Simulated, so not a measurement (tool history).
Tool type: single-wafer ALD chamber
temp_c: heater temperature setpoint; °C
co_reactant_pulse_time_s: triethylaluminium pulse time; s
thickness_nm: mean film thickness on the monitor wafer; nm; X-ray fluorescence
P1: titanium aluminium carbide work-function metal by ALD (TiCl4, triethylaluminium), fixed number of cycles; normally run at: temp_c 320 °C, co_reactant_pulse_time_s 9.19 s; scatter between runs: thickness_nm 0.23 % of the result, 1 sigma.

run,day,temp_c,co_reactant_pulse_time_s,hours since the last thermocouple change,hours since the last triethylaluminium bottle change,thickness_nm
1,0.254,320,9.19,727.9,351.4,2.1419
2,0.529,308,13.99,734.5,358.0,2.1177
3,0.729,320,9.19,739.3,362.8,2.1499
4,0.871,345,9.19,742.7,366.2,2.3637
5,1.038,320,9.19,746.7,370.2,2.1426
6,1.200,301,11.91,750.6,374.1,2.0341
7,1.425,339,12.01,756.0,379.5,2.3813
# day 1.450: triethylaluminium bottle replaced
8,1.633,320,9.19,761.0,4.5,2.1542
9,1.892,320,9.19,767.2,10.7,2.1461
10,2.183,320,3.90,774.2,17.7,1.6526

For run 11, what comes out?
11,2.400,296,9.19,779.4,22.9,?

{"run 11": {"thickness_nm": 1.9424}}

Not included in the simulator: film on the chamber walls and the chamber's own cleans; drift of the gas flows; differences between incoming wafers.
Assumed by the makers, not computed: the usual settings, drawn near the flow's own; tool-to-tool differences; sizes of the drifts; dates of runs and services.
